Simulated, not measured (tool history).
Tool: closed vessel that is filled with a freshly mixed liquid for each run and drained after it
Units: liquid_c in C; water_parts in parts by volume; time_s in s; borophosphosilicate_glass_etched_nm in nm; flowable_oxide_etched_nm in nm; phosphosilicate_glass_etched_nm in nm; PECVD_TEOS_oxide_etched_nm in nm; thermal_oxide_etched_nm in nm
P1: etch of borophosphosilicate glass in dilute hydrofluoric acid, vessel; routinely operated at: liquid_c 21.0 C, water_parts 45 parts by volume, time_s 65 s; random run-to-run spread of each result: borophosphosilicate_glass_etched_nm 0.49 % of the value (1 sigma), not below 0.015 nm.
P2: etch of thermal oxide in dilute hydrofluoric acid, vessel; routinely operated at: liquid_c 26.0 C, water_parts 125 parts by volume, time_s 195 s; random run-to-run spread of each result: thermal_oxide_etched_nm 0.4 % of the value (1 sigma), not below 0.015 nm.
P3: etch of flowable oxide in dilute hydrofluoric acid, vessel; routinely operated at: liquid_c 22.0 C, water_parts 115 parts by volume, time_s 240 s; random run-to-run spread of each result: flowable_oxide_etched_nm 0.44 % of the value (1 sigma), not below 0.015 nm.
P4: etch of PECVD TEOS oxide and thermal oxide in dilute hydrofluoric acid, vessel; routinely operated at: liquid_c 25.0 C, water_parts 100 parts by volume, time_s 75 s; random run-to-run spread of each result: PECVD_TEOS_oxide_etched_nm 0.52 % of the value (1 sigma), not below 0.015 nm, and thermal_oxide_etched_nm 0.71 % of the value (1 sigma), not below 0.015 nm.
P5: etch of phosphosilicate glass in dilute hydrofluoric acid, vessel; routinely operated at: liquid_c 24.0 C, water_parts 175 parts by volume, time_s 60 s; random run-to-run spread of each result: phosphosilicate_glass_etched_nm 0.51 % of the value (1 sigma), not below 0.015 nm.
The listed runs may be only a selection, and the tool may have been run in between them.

run   hour  process  liquid_c  water_parts  time_s  hours since the thermometer was replaced  hours since the hydrofluoric acid flow meter was replaced  borophosphosilicate_glass_etched_nm  flowable_oxide_etched_nm  phosphosilicate_glass_etched_nm  PECVD_TEOS_oxide_etched_nm  thermal_oxide_etched_nm
  1    9.1       P1      21.0           45      65                                    1912.9                                                      163.3                               35.279
  2   19.6       P3      17.0          115     240                                    1923.4                                                      173.8                                                         45.903
  3   28.0       P1      21.0           45      65                                    1931.8                                                      182.2                               35.229
  4   37.0       P5      24.0          175      60                                    1940.8                                                      191.2                                                                                          20.949
  5   49.9       P3      22.0          115     240                                    1953.7                                                      204.1                                                         56.516
  6   60.1       P4      25.0          100     135                                    1963.9                                                      214.3                                                                                                                     14.1050                   6.6886
  7   70.9       P2      26.0          125     330                                    1974.7                                                      225.1                                                                                                                                              12.8140
  8   77.5       P1      21.0           45      30                                    1981.3                                                      231.7                               16.425
  9   86.1       P5      24.0          240      60                                    1989.9                                                      240.3                                                                                          14.486
 10   95.1       P4      25.0           30      75                                    1998.9                                                      249.3                                                                                                                     28.3350                  13.6570
 11  103.3       P5      24.0          175      60                                    2007.1                                                      257.5                                                                                          21.165
 12  112.5       P2      26.0          125     195                                    2016.3                                                      266.7                                                                                                                                               7.6244
 13  124.0       P1      21.0           45      65                                    2027.8                                                      278.2                               35.242
 14  131.7       P1      26.0           60      65                                    2035.5                                                      285.9                               32.114
 15  139.9       P4      25.0          100      75                                    2043.7                                                      294.1                                                                                                                      7.7698                   3.7223
 16  149.7       P1      21.0           80      65                                    2053.5                                                      303.9                               18.937
 17  158.1       P2      26.0           45     195                                    2061.9                                                      312.3                                                                                                                                              23.5960
 18  170.1       P1      21.0           20      65                                    2073.9                                                      324.3                               82.025
 19  180.7       P1      21.0           45      65                                    2084.5                                                      334.9                               35.225
 20  193.5       P1      17.5           45      30                                    2097.3                                                      347.7                               13.896
 21  205.1       P5      24.0          175      30                                    2108.9                                                      359.3                                                                                          10.515
 22  213.5       P1      17.0           45      65                                    2117.3                                                      367.7                               29.734
 23  225.6       P4      25.0          100      75                                    2129.4                                                      379.8                                                                                                                      7.7669                   3.7242
 24  235.7       P4      21.0          100      75                                    2139.5                                                      389.9                                                                                                                      6.6346                   3.1445
 25  243.8       P1      25.5           45      65                                    2147.6                                                      398.0                               42.264
 26  258.3       P2      22.0          125     195                                    2162.1                                                      412.5                                                                                                                                               6.5073
 27  269.4       P1      21.0           45      65                                    2173.2                                                      423.6                               35.445
 28  278.7       P1      21.0           45     115                                    2182.5                                                      432.9                               62.765
 29  286.1       P2      26.0          125     195                                    2189.9                                                      440.3                                                                                                                                               7.5612
 30  299.5       P3      22.0           20     240                                    2203.3                                                      453.7                                                        366.860
 31  307.4       P3      22.0          115      60                                    2211.2                                                      461.6                                                         14.140
 32  320.9       P1      21.0           45      65                                    2224.7                                                      475.1                               35.136
 33  329.1       P1      21.0           45      65                                    2232.9                                                      483.3                               35.109
 34  335.8       P5      31.0          175      60                                    2239.6                                                      490.0                                                                                          27.288
 35  350.3       P1      21.0           45      65                                    2254.1                                                      504.5                               35.271
 36  361.2       P1      21.0           45      65                                    2265.0                                                      515.4                               33.816
 37  368.4       P1      21.0           45      65                                    2272.2                                                      522.6                               33.185
 38  375.0       P1      21.0           45      65                                    2278.8                                                      529.2                               32.778
 39  383.7       P1      21.0           45      65                                    2287.5                                                      537.9                               32.407
 40  393.8       P1      21.0           45      65                                    2297.6                                                      548.0                               31.909
 41  408.1       P1      21.0           45      65                                    2311.9                                                      562.3                               32.045
 42  419.5       P1      21.0           45      65                                    2323.3                                                      573.7                               32.027
 43  433.4       P1      21.0           45      65                                    2337.2                                                      587.6                               31.834

The log shows P1 creeping away from where it was. Any of the 2 causes listed here, at the size stated for it, fits the log just as well as the others:
A: hydrofluoric acid flow below the setpoint (%) = 9.34
B: liquid colder than its thermometer reads (K) = 2.43
The creep began at about hour 350.3.

Which of the 4 check runs listed below separates the causes, so that each cause would produce a clearly different result? Each run uses one wafer, and its results are marked with question marks.
check 1  447.3       P4      25.0           60     100                                                                                                                                                                                                                                ?                        ?
check 2  447.3       P5      27.0          240      60                                                                                                                                                                                                    ?
check 3  447.3       P2      26.0           50     195                                                                                                                                                                                                                                                         ?
check 4  447.3       P3      22.0           80     240                                                                                                                                                                   ?

Outcome of each check run for each possible cause:
  check                           result     if A     if B
check 1       PECVD_TEOS_oxide_etched_nm  16.3750  16.4880
check 1          thermal_oxide_etched_nm   7.8292   7.8832
check 2  phosphosilicate_glass_etched_nm   14.144   14.709
check 3          thermal_oxide_etched_nm  18.8640  18.9740
check 4         flowable_oxide_etched_nm   76.251   76.823
Minimum pairwise separation of causes per check, each pair taken at its best-separating result: check 1 0.69 %; check 2 3.92 %; check 3 0.58 %; check 4 0.75 %
Check 2 is the one run that separates the causes; every other check would come out nearly the same whichever cause is at work.

Check 2 has now been run. It gave: phosphosilicate_glass_etched_nm 14.162 nm. Which of the candidate causes is it?

The correct cause is A, namely: hydrofluoric acid flow below the setpoint (%).
